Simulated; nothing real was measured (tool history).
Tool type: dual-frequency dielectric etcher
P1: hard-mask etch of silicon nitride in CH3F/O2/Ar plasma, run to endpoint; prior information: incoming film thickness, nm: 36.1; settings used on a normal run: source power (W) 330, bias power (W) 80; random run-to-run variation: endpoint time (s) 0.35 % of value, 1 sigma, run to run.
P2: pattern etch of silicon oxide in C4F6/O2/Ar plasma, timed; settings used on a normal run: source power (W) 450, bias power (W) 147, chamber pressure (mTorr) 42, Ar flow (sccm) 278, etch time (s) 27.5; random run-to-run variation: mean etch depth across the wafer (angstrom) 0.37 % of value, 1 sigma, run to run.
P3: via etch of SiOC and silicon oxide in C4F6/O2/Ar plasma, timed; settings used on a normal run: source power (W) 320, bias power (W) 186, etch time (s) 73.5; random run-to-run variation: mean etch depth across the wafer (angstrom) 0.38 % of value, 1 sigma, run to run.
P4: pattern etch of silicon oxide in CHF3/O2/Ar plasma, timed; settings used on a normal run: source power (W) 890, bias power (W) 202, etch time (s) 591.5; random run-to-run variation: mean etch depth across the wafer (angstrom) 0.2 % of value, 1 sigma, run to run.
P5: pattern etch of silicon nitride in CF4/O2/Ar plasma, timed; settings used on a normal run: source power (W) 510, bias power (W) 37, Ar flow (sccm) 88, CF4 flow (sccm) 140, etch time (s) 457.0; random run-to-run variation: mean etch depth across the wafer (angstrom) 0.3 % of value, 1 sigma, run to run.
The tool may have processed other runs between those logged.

| run | day | process that ran | source power (W) | bias power (W) | Ar flow (sccm) | CF4 flow (sccm) | etch time (s) | chamber pressure (mTorr) | hours since the last wet clean | hours since the last source power generator calibration | hours since the last bias power generator calibration | endpoint time (s) | mean etch depth across the wafer (angstrom) |
|---|---|---|---|---|---|---|---|---|---|---|---|---|---|
| 1 | 0.462 | P1 | 330 | 80 |  |  |  |  | 195.3 | 2402.5 | 1022.9 | 55.764 |  |
| 2 | 0.929 | P5 | 510 | 37 | 88 | 140 | 457.0 |  | 206.5 | 2413.7 | 1034.1 |  | 8330.90 |
| 3 | 1.450 | P5 | 510 | 37 | 88 | 140 | 457.0 |  | 219.0 | 2426.2 | 1046.6 |  | 8375.30 |
| 4 | 1.754 | P1 | 450 | 95 |  |  |  |  | 226.3 | 2433.5 | 1053.9 | 46.611 |  |
| 5 | 2.075 | P5 | 510 | 23 | 88 | 140 | 457.0 |  | 234.0 | 2441.2 | 1061.6 |  | 7224.20 |
| 6 | 2.567 | P1 | 330 | 80 |  |  |  |  | 245.8 | 2453.0 | 1073.4 | 55.579 |  |
| 7 | 3.029 | P2 | 450 | 147 | 278 |  | 17.5 | 42 | 256.9 | 2464.1 | 1084.5 |  | 514.50 |
| 8 | 3.483 | P5 | 510 | 37 | 88 | 140 | 674.5 |  | 267.8 | 2475.0 | 1095.4 |  | 12367.00 |
| 9 | 3.862 | P4 | 890 | 202 |  |  | 591.5 |  | 276.9 | 2484.1 | 1104.5 |  | 14169.00 |
| 10 | 4.250 | P1 | 430 | 95 |  |  |  |  | 286.2 | 2493.4 | 1113.8 | 47.410 |  |
| 11 | 4.788 | P4 | 890 | 130 |  |  | 591.5 |  | 299.1 | 2506.3 | 1126.7 |  | 12317.00 |
| 12 | 5.283 | P2 | 450 | 147 | 205 |  | 27.5 | 42 | 311.0 | 2518.2 | 1138.6 |  | 835.50 |
| 13 | 5.700 | P1 | 330 | 80 |  |  |  |  | 321.0 | 2528.2 | 1148.6 | 55.480 |  |
| 14 | 6.117 | P1 | 330 | 80 |  |  |  |  | 331.0 | 2538.2 | 1158.6 | 55.747 |  |
| 15 | 6.700 | P1 | 330 | 80 |  |  |  |  | 345.0 | 2552.2 | 1172.6 | 55.340 |  |
| 16 | 7.042 | P2 | 270 | 147 | 278 |  | 27.5 | 42 | 353.2 | 2560.4 | 1180.8 |  | 667.09 |
| 17 | 7.671 | P5 | 610 | 37 | 88 | 140 | 457.0 |  | 368.3 | 2575.5 | 1195.9 |  | 9783.90 |
| 18 | 8.050 | P1 | 460 | 80 |  |  |  |  | 377.4 | 2584.6 | 1205.0 | 49.102 |  |
| 19 | 8.404 | P2 | 450 | 147 | 278 |  | 27.5 | 42 | 385.9 | 2593.1 | 1213.5 |  | 810.97 |
| 20 | 8.867 | P3 | 320 | 186 |  |  | 95.0 |  | 397.0 | 2604.2 | 1224.6 |  | 972.56 |
| 21 | 9.408 | P3 | 320 | 186 |  |  | 73.5 |  | 410.0 | 2617.2 | 1237.6 |  | 747.66 |
| 22 | 10.038 | P5 | 510 | 37 | 88 | 106 | 457.0 |  | 425.1 | 2632.3 | 1252.7 |  | 8110.90 |
| 23 | 10.438 | P5 | 510 | 37 | 66 | 140 | 457.0 |  | 434.7 | 2641.9 | 1262.3 |  | 8622.80 |
| 24 | 11.017 | P4 | 690 | 202 |  |  | 591.5 |  | 448.6 | 2655.8 | 1276.2 |  | 12860.00 |
| 25 | 11.446 | P1 | 330 | 58 |  |  |  |  | 458.9 | 2666.1 | 1286.5 | 61.934 |  |
| 26 | 11.858 | P2 | 450 | 190 | 278 |  | 27.5 | 42 | 468.8 | 2676.0 | 1296.4 |  | 875.92 |
| 27 | 12.167 | P3 | 320 | 186 |  |  | 73.5 |  | 476.2 | 2683.4 | 1303.8 |  | 747.91 |
| 28 | 12.671 | P1 | 330 | 80 |  |  |  |  | 488.3 | 2695.5 | 1315.9 | 55.585 |  |
| 29 | 13.146 | P1 | 330 | 106 |  |  |  |  | 499.7 | 2706.9 | 1327.3 | 50.221 |  |
| 30 | 13.625 | P4 | 890 | 202 |  |  | 394.5 |  | 511.2 | 2718.4 | 1338.8 |  | 9497.90 |
| 31 | 13.942 | P1 | 200 | 80 |  |  |  |  | 518.8 | 2726.0 | 1346.4 | 66.498 |  |
| 32 | 14.279 | P2 | 450 | 147 | 278 |  | 27.5 | 25 | 526.9 | 2734.1 | 1354.5 |  | 866.19 |
| 33 | 14.700 | P3 | 320 | 262 |  |  | 73.5 |  | 537.0 | 2744.2 | 1364.6 |  | 839.82 |
| 34 | 15.188 | P3 | 430 | 186 |  |  | 73.5 |  | 548.7 | 2755.9 | 1376.3 |  | 839.84 |
| 35 | 15.550 | P1 | 330 | 80 |  |  |  |  | 557.4 | 2764.6 | 1385.0 | 55.520 |  |
| 36 | 15.975 | P1 | 330 | 80 |  |  |  |  | 567.6 | 2774.8 | 1395.2 | 55.920 |  |
| 37 | 16.267 | P1 | 330 | 80 |  |  |  |  | 574.6 | 2781.8 | 1402.2 | 55.529 |  |
| 38 | 16.838 | P1 | 330 | 80 |  |  |  |  | 588.3 | 2795.5 | 1415.9 | 56.285 |  |
| 39 | 17.308 | P1 | 330 | 80 |  |  |  |  | 599.6 | 2806.8 | 1427.2 | 56.214 |  |
| 40 | 17.829 | P1 | 330 | 80 |  |  |  |  | 612.1 | 2819.3 | 1439.7 | 56.547 |  |
|  | 18.112 | wet clean of the chamber |
| 41 | 18.275 | P1 | 330 | 80 |  |  |  |  | 3.9 | 2830.0 | 1450.4 | 56.292 |  |
| 42 | 18.683 | P1 | 330 | 80 |  |  |  |  | 13.7 | 2839.8 | 1460.2 | 55.979 |  |
| 43 | 19.121 | P1 | 330 | 80 |  |  |  |  | 24.2 | 2850.3 | 1470.7 | 56.512 |  |
| 44 | 19.533 | P1 | 330 | 80 |  |  |  |  | 34.1 | 2860.2 | 1480.6 | 56.570 |  |
| 45 | 20.117 | P1 | 330 | 80 |  |  |  |  | 48.1 | 2874.2 | 1494.6 | 56.411 |  |
| 46 | 20.467 | P1 | 330 | 80 |  |  |  |  | 56.5 | 2882.6 | 1503.0 | 56.702 |  |

P1 no longer gives what it gave before; its output has crept away from where it was. The following 2 causes, each at its listed size, fit the log equally well:
A: source power that arrives under what is set, % = 4.61
B: bias power that arrives under what is set, % = 4.88
Creep in the process output first set in at about day 15.550.
What rules out each remaining cause:
chamber walls in a state that lowers the etch rate, %: serviced at day 18.112, which brought nothing back

4 check runs are offered, one wafer each, their results left as question marks. Which one tells the causes apart?
| check 1 | 20.817 | P4 | 890 | 140 |  |  | 591.5 |  |  |  |  |  | ? |
| check 2 | 20.817 | P2 | 450 | 147 | 278 |  | 18.5 | 42 |  |  |  |  | ? |
| check 3 | 20.817 | P3 | 320 | 259 |  |  | 73.5 |  |  |  |  |  | ? |
| check 4 | 20.817 | P5 | 510 | 23 | 88 | 140 | 457.0 |  |  |  |  |  | ? |

What every check run would give for each of its results, assuming each possible cause in turn:
| check | result | if A | if B |
|---|---|---|---|
| check 1 | mean etch depth across the wafer (angstrom) | 12377.00 | 12416.00 |
| check 2 | mean etch depth across the wafer (angstrom) | 535.63 | 537.67 |
| check 3 | mean etch depth across the wafer (angstrom) | 825.76 | 826.08 |
| check 4 | mean etch depth across the wafer (angstrom) | 6927.30 | 7127.00 |
Gap, in per cent, between the two causes that each check separates least, read from the result that separates them most: check 1 0.31 %; check 2 0.38 %; check 3 0.04 %; check 4 2.84 %
Only check 4 tells the causes apart: in the others they would give nearly the same result.

Then check 4 was run and gave: mean etch depth across the wafer (angstrom) 7111.40. Which cause is it?

It is B: bias power that arrives under what is set, %.
